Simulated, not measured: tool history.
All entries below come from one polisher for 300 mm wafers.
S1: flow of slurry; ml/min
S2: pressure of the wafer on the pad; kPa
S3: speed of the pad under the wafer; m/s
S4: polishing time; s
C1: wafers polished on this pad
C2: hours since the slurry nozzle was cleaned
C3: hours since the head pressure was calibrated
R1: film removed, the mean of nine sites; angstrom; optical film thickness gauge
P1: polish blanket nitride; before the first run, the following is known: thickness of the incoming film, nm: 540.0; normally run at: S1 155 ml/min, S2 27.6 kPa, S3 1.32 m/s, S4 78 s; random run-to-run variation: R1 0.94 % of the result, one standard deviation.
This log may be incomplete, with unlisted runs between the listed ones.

Run 1, hour 3.7: S1 155 ml/min, S2 27.6 kPa, S3 1.32 m/s, S4 78 s; C1 703; C2 131; C3 653.1. Result: R1 1767 angstrom.
Run 2, hour 5.9: S1 245 ml/min, S2 27.6 kPa, S3 1.32 m/s, S4 78 s; C1 730; C2 133.2; C3 655.3. Result: R1 1945.4 angstrom.
Run 3, hour 9.4: S1 95 ml/min, S2 27.6 kPa, S3 1.32 m/s, S4 78 s; C1 773; C2 136.7; C3 658.8. Result: R1 1643 angstrom.
Run 4, hour 12.1: S1 155 ml/min, S2 42.7 kPa, S3 1.32 m/s, S4 78 s; C1 806; C2 139.4; C3 661.5. Result: R1 2767.5 angstrom.
Run 5, hour 15: S1 155 ml/min, S2 39.3 kPa, S3 1.32 m/s, S4 42 s; C1 842; C2 142.3; C3 664.4. Result: R1 1381.6 angstrom.
Run 6, hour 19.4: S1 155 ml/min, S2 27.6 kPa, S3 1.32 m/s, S4 78 s; C1 896; C2 146.7; C3 668.8. Result: R1 1817.2 angstrom.
Run 7, hour 24.6: S1 155 ml/min, S2 27.6 kPa, S3 1.32 m/s, S4 117 s; C1 960; C2 151.9; C3 674. Result: R1 2720.8 angstrom.
Run 8, hour 28.7: S1 155 ml/min, S2 13.1 kPa, S3 1.32 m/s, S4 78 s; C1 1010; C2 156; C3 678.1. Result: R1 861.87 angstrom.
Run 9, hour 32.4: S1 155 ml/min, S2 27.6 kPa, S3 1.32 m/s, S4 78 s; C1 1056; C2 159.7; C3 681.8. Result: R1 1823.6 angstrom.
Run 10, hour 36.7: S1 155 ml/min, S2 27.6 kPa, S3 1.32 m/s, S4 78 s; C1 1109; C2 164; C3 686.1. Result: R1 1797.2 angstrom.
Run 11, hour 40.6: S1 155 ml/min, S2 27.6 kPa, S3 1.32 m/s, S4 78 s; C1 1156; C2 167.9; C3 690. Result: R1 1810.1 angstrom.
Run 12, hour 42.9: S1 155 ml/min, S2 27.6 kPa, S3 1.32 m/s, S4 44 s; C1 1185; C2 170.2; C3 692.3. Result: R1 1006.2 angstrom.
Run 13, hour 45.4: S1 155 ml/min, S2 27.6 kPa, S3 2.06 m/s, S4 78 s; C1 1216; C2 172.7; C3 694.8. Result: R1 2540.7 angstrom.
Run 14, hour 48: S1 205 ml/min, S2 27.6 kPa, S3 1.32 m/s, S4 115 s; C1 1247; C2 175.3; C3 697.4. Result: R1 2734.9 angstrom.
Run 15, hour 52.3: S1 155 ml/min, S2 27.6 kPa, S3 0.84 m/s, S4 78 s; C1 1300; C2 179.6; C3 701.7. Result: R1 1244.3 angstrom.
Run 16, hour 56.9: S1 155 ml/min, S2 27.6 kPa, S3 1.32 m/s, S4 78 s; C1 1357; C2 184.2; C3 706.3. Result: R1 1818.5 angstrom.
Run 17, hour 59.6: S1 155 ml/min, S2 27.6 kPa, S3 1.32 m/s, S4 78 s; C1 1390; C2 186.9; C3 709. Result: R1 1755.4 angstrom.
Run 18, hour 62.4: S1 155 ml/min, S2 27.6 kPa, S3 1.32 m/s, S4 78 s; C1 1425; C2 189.7; C3 711.8. Result: R1 1706.8 angstrom.
Run 19, hour 64.9: S1 155 ml/min, S2 27.6 kPa, S3 1.32 m/s, S4 78 s; C1 1455; C2 192.2; C3 714.3. Result: R1 1714.7 angstrom.

Run 20 has not been measured yet. What should we expect?
Run 20, hour 69.9: S1 155 ml/min, S2 27.6 kPa, S3 1.32 m/s, S4 78 s; C1 1517; C2 197.2; C3 719.3. Result: R1 ?.

Logged for run 20: R1 1683.8 angstrom.
